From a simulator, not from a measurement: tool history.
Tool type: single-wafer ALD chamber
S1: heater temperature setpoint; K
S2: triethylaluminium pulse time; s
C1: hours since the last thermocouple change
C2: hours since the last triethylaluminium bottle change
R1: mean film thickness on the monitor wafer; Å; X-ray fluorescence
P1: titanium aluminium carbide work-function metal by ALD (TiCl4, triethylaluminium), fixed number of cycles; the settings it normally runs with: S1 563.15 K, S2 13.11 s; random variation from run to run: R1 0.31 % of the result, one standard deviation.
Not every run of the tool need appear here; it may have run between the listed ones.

run 1 day=0.338 | S1=563.15 S2=13.11 | C1=662.4 C2=159.9 | R1=18.76
run 2 day=0.883 | S1=563.15 S2=13.11 | C1=675.5 C2=173 | R1=18.887
run 3 day=1.362 | S1=563.15 S2=8.62 | C1=687 C2=184.5 | R1=17.943
run 4 day=1.883 | S1=575.15 S2=7.32 | C1=699.5 C2=197 | R1=18.391
run 5 day=2.492 | S1=563.15 S2=18.29 | C1=714.1 C2=211.6 | R1=18.942
run 6 day=3.1 | S1=563.15 S2=13.11 | C1=728.7 C2=226.2 | R1=18.772
run 7 day=3.604 | S1=563.15 S2=13.11 | C1=740.8 C2=238.3 | R1=18.806
run 8 day=3.988 | S1=542.15 S2=18.32 | C1=750 C2=247.5 | R1=17.213
run 9 day=4.446 | S1=587.15 S2=13.11 | C1=761 C2=258.5 | R1=20.718
run 10 day=5.054 | S1=563.15 S2=13.11 | C1=775.6 C2=273.1 | R1=18.721
run 11 day=5.596 | S1=541.15 S2=13.11 | C1=788.6 C2=286.1 | R1=16.977
run 12 day=5.996 | S1=563.15 S2=13.11 | C1=798.2 C2=295.7 | R1=18.655
run 13 day=6.417 | S1=563.15 S2=13.11 | C1=808.3 C2=305.8 | R1=18.545

Run 14, settings as shown, results not yet in. Your forecast:
run 14 day=6.912 | S1=563.15 S2=13.11 | C1=820.2 C2=317.7 | R1=?

{"run 14": {"R1": 18.593}}
